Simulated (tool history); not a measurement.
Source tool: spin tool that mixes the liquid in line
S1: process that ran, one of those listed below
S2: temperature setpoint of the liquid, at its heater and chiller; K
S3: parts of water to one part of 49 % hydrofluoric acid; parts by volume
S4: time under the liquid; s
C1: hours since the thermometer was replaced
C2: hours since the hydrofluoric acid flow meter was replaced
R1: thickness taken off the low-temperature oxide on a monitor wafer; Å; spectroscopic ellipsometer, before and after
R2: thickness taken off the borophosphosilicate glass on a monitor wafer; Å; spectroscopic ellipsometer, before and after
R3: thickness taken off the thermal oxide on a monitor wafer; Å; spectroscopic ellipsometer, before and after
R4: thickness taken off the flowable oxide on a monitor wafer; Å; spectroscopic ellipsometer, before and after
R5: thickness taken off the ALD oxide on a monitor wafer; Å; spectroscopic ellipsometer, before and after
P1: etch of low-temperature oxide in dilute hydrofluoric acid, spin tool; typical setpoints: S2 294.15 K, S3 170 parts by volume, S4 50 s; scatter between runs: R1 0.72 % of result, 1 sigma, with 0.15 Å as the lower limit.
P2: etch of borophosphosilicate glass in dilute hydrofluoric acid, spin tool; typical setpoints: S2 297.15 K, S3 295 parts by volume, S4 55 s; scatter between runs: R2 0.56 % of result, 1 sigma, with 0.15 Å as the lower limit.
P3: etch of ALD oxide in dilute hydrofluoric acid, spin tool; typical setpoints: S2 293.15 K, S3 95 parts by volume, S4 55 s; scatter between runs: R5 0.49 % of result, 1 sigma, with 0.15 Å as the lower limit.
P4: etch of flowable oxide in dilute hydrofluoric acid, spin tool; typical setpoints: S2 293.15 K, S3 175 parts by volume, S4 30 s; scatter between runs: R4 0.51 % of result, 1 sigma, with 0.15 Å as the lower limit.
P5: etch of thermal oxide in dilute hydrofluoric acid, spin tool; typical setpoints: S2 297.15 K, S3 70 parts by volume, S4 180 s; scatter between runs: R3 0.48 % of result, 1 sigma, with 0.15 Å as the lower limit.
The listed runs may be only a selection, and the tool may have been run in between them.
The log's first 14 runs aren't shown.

Run 15, hour 66.3: S1 P4, S2 293.15 K, S3 45 parts by volume, S4 30 s; C1 1298.4; C2 637.8. Result: R4 332.93 Å.
Run 16, hour 70.9: S1 P1, S2 294.15 K, S3 170 parts by volume, S4 50 s; C1 1303; C2 642.4. Result: R1 39.667 Å.
Run 17, hour 74.8: S1 P2, S2 297.15 K, S3 295 parts by volume, S4 55 s; C1 1306.9; C2 646.3. Result: R2 62.849 Å.
Run 18, hour 79.8: S1 P4, S2 301.15 K, S3 175 parts by volume, S4 30 s; C1 1311.9; C2 651.3. Result: R4 100.81 Å.
Run 19, hour 83.9: S1 P3, S2 293.15 K, S3 40 parts by volume, S4 55 s; C1 1316; C2 655.4. Result: R5 166.84 Å.
Run 20, hour 88.3: S1 P5, S2 297.15 K, S3 70 parts by volume, S4 350 s; C1 1320.4; C2 659.8. Result: R3 236.69 Å.
At hour 93.3: thermometer replaced.
Run 21, hour 93.6: S1 P1, S2 300.15 K, S3 170 parts by volume, S4 50 s; C1 0.4; C2 665.1. Result: R1 49.329 Å.
Run 22, hour 96.2: S1 P1, S2 300.15 K, S3 265 parts by volume, S4 50 s; C1 3; C2 667.7. Result: R1 28.266 Å.
Run 23, hour 101.6: S1 P1, S2 294.15 K, S3 70 parts by volume, S4 50 s; C1 8.4; C2 673.1. Result: R1 106.75 Å.
Run 24, hour 106.8: S1 P3, S2 293.15 K, S3 95 parts by volume, S4 15 s; C1 13.6; C2 678.3. Result: R5 17.939 Å.
Run 25, hour 109.7: S1 P3, S2 293.15 K, S3 95 parts by volume, S4 55 s; C1 16.5; C2 681.2. Result: R5 65.845 Å.
Run 26, hour 114.3: S1 P2, S2 303.15 K, S3 295 parts by volume, S4 55 s; C1 21.1; C2 685.8. Result: R2 77.207 Å.
Run 27, hour 118.2: S1 P1, S2 294.15 K, S3 170 parts by volume, S4 15 s; C1 25; C2 689.7. Result: R1 11.778 Å.
Run 28, hour 121.7: S1 P1, S2 294.15 K, S3 170 parts by volume, S4 95 s; C1 28.5; C2 693.2. Result: R1 74.891 Å.
Run 29, hour 125.2: S1 P3, S2 290.15 K, S3 95 parts by volume, S4 55 s; C1 32; C2 696.7. Result: R5 57.949 Å.
Run 30, hour 130.2: S1 P1, S2 294.15 K, S3 275 parts by volume, S4 50 s; C1 37; C2 701.7. Result: R1 21.729 Å.
Run 31, hour 133.2: S1 P1, S2 294.15 K, S3 170 parts by volume, S4 50 s; C1 40; C2 704.7. Result: R1 39.248 Å.
Run 32, hour 137.2: S1 P1, S2 294.15 K, S3 170 parts by volume, S4 50 s; C1 44; C2 708.7. Result: R1 39.219 Å.
Run 33, hour 141.8: S1 P1, S2 294.15 K, S3 170 parts by volume, S4 50 s; C1 48.6; C2 713.3. Result: R1 37.951 Å.
Run 34, hour 147: S1 P1, S2 294.15 K, S3 170 parts by volume, S4 50 s; C1 53.8; C2 718.5. Result: R1 36.993 Å.

For run 35, what comes out?
Run 35, hour 151: S1 P1, S2 294.15 K, S3 170 parts by volume, S4 50 s; C1 57.8; C2 722.5. Result: R1 ?.

Run 35 produced R1 36.105 Å.
